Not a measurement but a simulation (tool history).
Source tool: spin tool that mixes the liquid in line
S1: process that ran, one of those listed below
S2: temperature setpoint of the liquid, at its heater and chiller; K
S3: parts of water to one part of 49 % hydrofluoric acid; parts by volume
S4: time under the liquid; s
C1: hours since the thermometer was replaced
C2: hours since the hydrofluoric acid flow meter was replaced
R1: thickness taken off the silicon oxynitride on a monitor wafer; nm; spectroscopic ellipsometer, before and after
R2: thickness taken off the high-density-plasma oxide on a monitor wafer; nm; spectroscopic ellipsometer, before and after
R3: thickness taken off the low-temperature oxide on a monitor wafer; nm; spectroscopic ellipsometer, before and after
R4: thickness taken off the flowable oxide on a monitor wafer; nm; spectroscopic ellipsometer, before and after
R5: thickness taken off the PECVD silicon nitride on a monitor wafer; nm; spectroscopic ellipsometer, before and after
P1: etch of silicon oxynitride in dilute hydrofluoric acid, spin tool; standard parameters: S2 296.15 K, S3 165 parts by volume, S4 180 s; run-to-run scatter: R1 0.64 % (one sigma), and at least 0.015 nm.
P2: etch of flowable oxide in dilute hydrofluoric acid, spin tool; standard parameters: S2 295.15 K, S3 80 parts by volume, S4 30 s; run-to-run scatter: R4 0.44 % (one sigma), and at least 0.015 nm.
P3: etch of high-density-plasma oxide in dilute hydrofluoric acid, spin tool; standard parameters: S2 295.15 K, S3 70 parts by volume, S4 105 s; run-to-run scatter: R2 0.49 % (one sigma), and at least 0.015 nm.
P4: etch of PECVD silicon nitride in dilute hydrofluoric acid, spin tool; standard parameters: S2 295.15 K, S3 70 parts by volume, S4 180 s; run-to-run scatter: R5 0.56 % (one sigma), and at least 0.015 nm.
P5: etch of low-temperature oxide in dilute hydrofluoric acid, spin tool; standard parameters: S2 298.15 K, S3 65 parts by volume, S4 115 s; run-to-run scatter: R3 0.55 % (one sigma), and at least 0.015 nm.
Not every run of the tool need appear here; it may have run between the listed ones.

run     day  S1      S2   S3   S4     C1     C2       R1      R2      R3      R4      R5
  1   0.333  P1  296.15  165  180  311.6    451    3.977
  2   0.912  P1  290.15   60  180  325.5  464.9   8.8734
  3   1.404  P3  295.15   70  105  337.3  476.7            14.55
  4   2.125  P5  298.15   65   15  354.6    494                   4.6426
  5    2.45  P1  296.15  165   40  362.4  501.8  0.90234
  6   3.046  P1  296.15  165  180  376.7  516.1   3.9366
  7   3.438  P1  296.15   75  180  386.1  525.5   9.3752
  8   3.983  P1  296.15  165  180  399.2  538.6   3.9821
  9   4.525  P2  298.65   80   30  412.2  551.6                           17.066
 10   4.867  P2  295.15   80   45  420.4  559.8                           22.194
 11   5.596  P4  295.15   20  180  437.9  577.3                                   16.339
 12   6.012  P1  296.15  165  180  447.9  587.3   3.9473
 13   6.579  P5  298.15   65  115  461.5  600.9                   35.521
 14   7.208  P1  296.15  255  180  476.6    616   2.4325
 15   7.525  P1  301.15  165  180  484.2  623.6   4.9619
 16   8.179  P3  295.15   70  165  499.9  639.3           23.021
 17   8.583  P3  290.15   70  105  509.6    649           11.821
 18   9.146  P4  295.15   70  180  523.1  662.5                                   4.8773
 19   9.667  P5  298.15  105  115  535.6    675                   20.787
 20  10.225  P5  293.15   65  115    549  688.4                   28.506
 21  10.742  P1  296.15  165  180  561.4  700.8   3.9667
 22  11.212  P5  298.15   65  115  572.7  712.1                   35.759
 23  11.921  P1  296.15  165  180  589.7  729.1   4.0287
 24  12.329  P4  295.15   70   45  599.5  738.9                                   1.2152
 25  12.729  P3  295.15  130  105  609.1  748.5           7.3894
 26  13.142  P2  295.15   80   30    619  758.4                           14.836
 27  13.467  P1  296.15  165  350  626.8  766.2    7.808
 28  14.058  P1  296.15  265   55    641  780.4   0.7297
 29  14.583  P3  295.15   70  105  653.6    793           14.577
 30  15.221  P1  292.15  165  180  668.9  808.3   3.3015
 31  15.862  P2  295.15   20   30  684.3  823.7                           63.586
 32  16.225  P4  303.65   70  180    693  832.4                                    8.583
 33  16.788  P1  296.15  165  180  706.5  845.9   3.9879
 34  17.333  P1  296.15  165  180  719.6    859   4.0852
 35  17.758  P1  296.15  165  180  729.8  869.2   4.1518
 36  18.121  P1  296.15  165  180  738.5  877.9   4.1601
 37  18.488  P1  296.15  165  180  747.3  886.7   4.2173
 38  19.121  P1  296.15  165  180  762.5  901.9   4.2702

Run 39 has not been measured yet. What should we expect?
 39  19.792  P1  296.15  165  180  778.6  918   ?

Run 39 gave R1 4.2652 nm.

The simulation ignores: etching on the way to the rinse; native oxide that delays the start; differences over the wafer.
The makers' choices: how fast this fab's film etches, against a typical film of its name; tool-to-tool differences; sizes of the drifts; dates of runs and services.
